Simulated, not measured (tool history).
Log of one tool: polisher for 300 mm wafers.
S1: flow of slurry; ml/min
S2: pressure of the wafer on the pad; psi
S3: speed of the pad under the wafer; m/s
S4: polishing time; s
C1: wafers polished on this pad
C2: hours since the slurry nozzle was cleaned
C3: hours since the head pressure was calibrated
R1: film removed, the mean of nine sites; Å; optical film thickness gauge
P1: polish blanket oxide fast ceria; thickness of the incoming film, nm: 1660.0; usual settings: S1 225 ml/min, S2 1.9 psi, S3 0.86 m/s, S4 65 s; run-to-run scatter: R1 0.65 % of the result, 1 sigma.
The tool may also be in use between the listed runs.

run	hour	S1	S2	S3	S4	C1	C2	C3	R1
1	3.6	225	1.9	0.86	65	471	33.5	72.7	6564.9
2	9.0	225	1.9	0.86	95	527	38.9	78.1	9454.5
3	14.8	225	1.9	1.16	65	588	44.7	83.9	8867.9
4	21.5	225	1.9	0.42	65	657	51.4	90.6	3228.8
5	26.2	225	0.9	1.08	65	706	56.1	95.3	3881.6
6	32.2	225	2.5	0.86	65	768	62.1	101.3	8699.7
7	35.7	225	1.9	0.86	65	805	65.6	104.8	6551.4
8	39.4	225	1.9	0.86	65	843	69.3	108.5	6554.4
9	43.2	225	1.9	0.86	65	882	73.1	112.3	6591.8
10	46.8	225	1.9	0.86	65	920	76.7	115.9	6576.2
11	50.4	225	1.9	0.86	65	957	80.3	119.5	6628.1
12	54.2	225	1.9	0.86	65	997	84.1	123.3	6598.0
# hour 54.9: slurry nozzle cleaned
13	59.0	160	1.9	0.86	65	1046	4.2	128.1	6313.8
14	66.2	225	1.9	0.86	29	1121	11.4	135.3	2921.8
15	70.2	225	1.1	0.86	65	1163	15.4	139.3	3812.4
16	77.1	340	1.9	0.86	65	1234	22.3	146.2	6782.0

Forecast run 17:
17	81.3	225	1.9	0.86	65	1278	26.5	150.4	?

Run 17 gave R1 6556.8 Å.

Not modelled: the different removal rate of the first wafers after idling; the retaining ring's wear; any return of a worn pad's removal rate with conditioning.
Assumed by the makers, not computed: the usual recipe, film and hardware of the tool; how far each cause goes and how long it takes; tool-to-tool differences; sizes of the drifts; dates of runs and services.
